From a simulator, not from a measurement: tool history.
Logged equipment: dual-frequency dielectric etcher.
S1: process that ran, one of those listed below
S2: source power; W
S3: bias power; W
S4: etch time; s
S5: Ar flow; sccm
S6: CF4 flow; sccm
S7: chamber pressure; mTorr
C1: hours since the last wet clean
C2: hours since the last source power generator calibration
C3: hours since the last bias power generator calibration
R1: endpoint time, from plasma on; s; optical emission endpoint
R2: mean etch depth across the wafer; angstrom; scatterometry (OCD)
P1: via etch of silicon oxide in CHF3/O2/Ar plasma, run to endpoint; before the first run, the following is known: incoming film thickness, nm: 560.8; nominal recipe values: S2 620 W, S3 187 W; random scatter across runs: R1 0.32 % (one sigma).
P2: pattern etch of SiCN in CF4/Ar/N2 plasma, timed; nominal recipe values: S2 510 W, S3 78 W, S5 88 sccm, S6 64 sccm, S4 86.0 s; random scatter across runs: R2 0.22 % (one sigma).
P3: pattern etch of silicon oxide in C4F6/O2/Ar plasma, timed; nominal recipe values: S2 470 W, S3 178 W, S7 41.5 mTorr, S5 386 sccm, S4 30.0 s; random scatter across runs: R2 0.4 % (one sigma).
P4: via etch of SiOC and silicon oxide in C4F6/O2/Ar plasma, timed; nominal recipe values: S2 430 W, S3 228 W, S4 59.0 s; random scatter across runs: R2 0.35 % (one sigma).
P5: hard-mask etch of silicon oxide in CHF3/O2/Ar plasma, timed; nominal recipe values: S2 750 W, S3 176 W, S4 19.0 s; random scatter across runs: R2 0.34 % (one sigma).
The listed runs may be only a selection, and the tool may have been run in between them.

Run 1, day 0.267: S1 P1, S2 620 W, S3 187 W; C1 224.2; C2 232.1; C3 1910.6. Result: R1 288.90 s.
Run 2, day 0.438: S1 P5, S2 750 W, S3 176 W, S4 19.0 s; C1 228.3; C2 236.2; C3 1914.7. Result: R2 404.71 angstrom.
Run 3, day 0.662: S1 P1, S2 620 W, S3 187 W; C1 233.7; C2 241.6; C3 1920.1. Result: R1 287.06 s.
Run 4, day 0.867: S1 P1, S2 620 W, S3 132 W; C1 238.6; C2 246.5; C3 1925.0. Result: R1 320.89 s.
Run 5, day 1.071: S1 P2, S2 510 W, S3 63 W, S4 86.0 s, S5 88 sccm, S6 64 sccm; C1 243.5; C2 251.4; C3 1929.9. Result: R2 771.01 angstrom.
Run 6, day 1.246: S1 P2, S2 510 W, S3 78 W, S4 86.0 s, S5 88 sccm, S6 64 sccm; C1 247.7; C2 255.6; C3 1934.1. Result: R2 825.53 angstrom.
Run 7, day 1.417: S1 P3, S2 470 W, S3 178 W, S4 30.0 s, S5 386 sccm, S7 41.5 mTorr; C1 251.8; C2 259.7; C3 1938.2. Result: R2 919.00 angstrom.
Run 8, day 1.671: S1 P3, S2 470 W, S3 178 W, S4 30.0 s, S5 386 sccm, S7 57.5 mTorr; C1 257.9; C2 265.8; C3 1944.3. Result: R2 886.46 angstrom.
Run 9, day 1.962: S1 P1, S2 620 W, S3 187 W; C1 264.9; C2 272.8; C3 1951.3. Result: R1 288.76 s.
Run 10, day 2.167: S1 P1, S2 620 W, S3 187 W; C1 269.8; C2 277.7; C3 1956.2. Result: R1 287.28 s.
Run 11, day 2.483: S1 P5, S2 750 W, S3 176 W, S4 28.0 s; C1 277.4; C2 285.3; C3 1963.8. Result: R2 601.18 angstrom.
Run 12, day 2.662: S1 P5, S2 750 W, S3 106 W, S4 19.0 s; C1 281.7; C2 289.6; C3 1968.1. Result: R2 347.88 angstrom.
Run 13, day 2.871: S1 P1, S2 750 W, S3 234 W; C1 286.7; C2 294.6; C3 1973.1. Result: R1 247.63 s.
Run 14, day 3.179: S1 P4, S2 430 W, S3 228 W, S4 44.5 s; C1 294.1; C2 302.0; C3 1980.5. Result: R2 561.68 angstrom.
Run 15, day 3.358: S1 P2, S2 320 W, S3 78 W, S4 86.0 s, S5 88 sccm, S6 64 sccm; C1 298.4; C2 306.3; C3 1984.8. Result: R2 553.01 angstrom.
Run 16, day 3.612: S1 P1, S2 620 W, S3 230 W; C1 304.5; C2 312.4; C3 1990.9. Result: R1 268.09 s.
Run 17, day 3.846: S1 P2, S2 510 W, S3 78 W, S4 121.5 s, S5 88 sccm, S6 64 sccm; C1 310.1; C2 318.0; C3 1996.5. Result: R2 1169.40 angstrom.
Run 18, day 4.125: S1 P4, S2 520 W, S3 228 W, S4 59.0 s; C1 316.8; C2 324.7; C3 2003.2. Result: R2 808.60 angstrom.
Run 19, day 4.279: S1 P5, S2 750 W, S3 176 W, S4 19.0 s; C1 320.5; C2 328.4; C3 2006.9. Result: R2 406.77 angstrom.
Run 20, day 4.533: S1 P1, S2 380 W, S3 187 W; C1 326.6; C2 334.5; C3 2013.0. Result: R1 344.52 s.
Run 21, day 4.833: S1 P2, S2 510 W, S3 78 W, S4 86.0 s, S5 88 sccm, S6 49 sccm; C1 333.8; C2 341.7; C3 2020.2. Result: R2 795.07 angstrom.
Run 22, day 5.033: S1 P2, S2 510 W, S3 78 W, S4 86.0 s, S5 88 sccm, S6 64 sccm; C1 338.6; C2 346.5; C3 2025.0. Result: R2 826.82 angstrom.
Run 23, day 5.183: S1 P1, S2 620 W, S3 187 W; C1 342.2; C2 350.1; C3 2028.6. Result: R1 286.04 s.
Run 24, day 5.383: S1 P1, S2 620 W, S3 187 W; C1 347.0; C2 354.9; C3 2033.4. Result: R1 287.27 s.
Run 25, day 5.546: S1 P1, S2 880 W, S3 187 W; C1 350.9; C2 358.8; C3 2037.3. Result: R1 249.23 s.
At day 5.683: source power generator calibrated.
Run 26, day 5.817: S1 P3, S2 470 W, S3 237 W, S4 30.0 s, S5 386 sccm, S7 41.5 mTorr; C1 357.4; C2 3.2; C3 2043.8. Result: R2 1012.40 angstrom.
Run 27, day 6.008: S1 P3, S2 270 W, S3 178 W, S4 30.0 s, S5 386 sccm, S7 41.5 mTorr; C1 362.0; C2 7.8; C3 2048.4. Result: R2 739.26 angstrom.
Run 28, day 6.233: S1 P5, S2 930 W, S3 176 W, S4 19.0 s; C1 367.4; C2 13.2; C3 2053.8. Result: R2 439.99 angstrom.
Run 29, day 6.392: S1 P1, S2 480 W, S3 240 W; C1 371.2; C2 17.0; C3 2057.6. Result: R1 290.54 s.
Run 30, day 6.588: S1 P3, S2 470 W, S3 178 W, S4 30.0 s, S5 294 sccm, S7 41.5 mTorr; C1 375.9; C2 21.7; C3 2062.3. Result: R2 951.90 angstrom.
Run 31, day 6.808: S1 P2, S2 510 W, S3 78 W, S4 86.0 s, S5 105 sccm, S6 64 sccm; C1 381.2; C2 27.0; C3 2067.6. Result: R2 807.79 angstrom.
Run 32, day 7.029: S1 P4, S2 430 W, S3 228 W, S4 59.0 s; C1 386.5; C2 32.3; C3 2072.9. Result: R2 751.72 angstrom.
Run 33, day 7.167: S1 P3, S2 470 W, S3 178 W, S4 17.5 s, S5 386 sccm, S7 41.5 mTorr; C1 389.8; C2 35.6; C3 2076.2. Result: R2 533.59 angstrom.
Run 34, day 7.388: S1 P4, S2 430 W, S3 141 W, S4 59.0 s; C1 395.1; C2 40.9; C3 2081.5. Result: R2 644.28 angstrom.
Run 35, day 7.671: S1 P1, S2 620 W, S3 187 W; C1 401.9; C2 47.7; C3 2088.3. Result: R1 287.97 s.
Run 36, day 7.967: S1 P1, S2 620 W, S3 187 W; C1 409.0; C2 54.8; C3 2095.4. Result: R1 289.00 s.
Run 37, day 8.171: S1 P1, S2 620 W, S3 187 W; C1 413.9; C2 59.7; C3 2100.3. Result: R1 291.21 s.
Run 38, day 8.412: S1 P1, S2 620 W, S3 187 W; C1 419.7; C2 65.5; C3 2106.1. Result: R1 290.91 s.
Run 39, day 8.650: S1 P1, S2 620 W, S3 187 W; C1 425.4; C2 71.2; C3 2111.8. Result: R1 292.41 s.
Run 40, day 8.829: S1 P1, S2 620 W, S3 187 W; C1 429.7; C2 75.5; C3 2116.1. Result: R1 292.03 s.
At day 9.092: wet clean of the chamber.
Run 41, day 9.138: S1 P1, S2 620 W, S3 187 W; C1 1.2; C2 82.9; C3 2123.5. Result: R1 293.53 s.
Run 42, day 9.379: S1 P1, S2 620 W, S3 187 W; C1 7.0; C2 88.7; C3 2129.3. Result: R1 293.07 s.
Run 43, day 9.633: S1 P1, S2 620 W, S3 187 W; C1 13.1; C2 94.8; C3 2135.4. Result: R1 291.97 s.
Run 44, day 9.904: S1 P1, S2 620 W, S3 187 W; C1 19.6; C2 101.3; C3 2141.9. Result: R1 292.22 s.

Something has made what P1 gives creep away from where it was; the 2 causes below, each at its own stated size, fit the log equally well:
A: source power that arrives under what is set, % = 4.16
B: bias power that arrives under what is set, % = 4.7
Onset of the creep was near day 7.671.
Why every other cause is out:
chamber walls in a state that lowers the etch rate, %: work on it at day 9.092, done after the drift set in, did not restore what the process gave before

Below are 4 check runs, each on a single wafer, with their results shown as question marks. Which of them would tell the listed causes apart, meaning the causes would give clearly different results under it?
Run check 1, day 10.175: S1 P4, S2 430 W, S3 228 W, S4 59.0 s. Result: R2 ?.
Run check 2, day 10.175: S1 P3, S2 470 W, S3 178 W, S4 30.0 s, S5 386 sccm, S7 41.5 mTorr. Result: R2 ?.
Run check 3, day 10.175: S1 P2, S2 510 W, S3 78 W, S4 86.0 s, S5 88 sccm, S6 64 sccm. Result: R2 ?.
Run check 4, day 10.175: S1 P5, S2 750 W, S3 176 W, S4 19.0 s. Result: R2 ?.

Predicted outcomes, by check and by cause:
  check  result    if A    if B
check 1      R2  739.04  739.16
check 2      R2  904.79  906.34
check 3      R2  798.93  815.61
check 4      R2  398.77  399.00
Distance between the nearest two causes, measured in the result of the check that separates them most: check 1 0.02 %; check 2 0.17 %; check 3 2.07 %; check 4 0.06 %
Only in check 3 would the causes give clearly different results; in the remaining checks their results would be nearly the same.

The results of check 3 are: R2 812.86 angstrom. Based on these, which of the listed causes is it?

The cause is B: bias power that arrives under what is set, %.

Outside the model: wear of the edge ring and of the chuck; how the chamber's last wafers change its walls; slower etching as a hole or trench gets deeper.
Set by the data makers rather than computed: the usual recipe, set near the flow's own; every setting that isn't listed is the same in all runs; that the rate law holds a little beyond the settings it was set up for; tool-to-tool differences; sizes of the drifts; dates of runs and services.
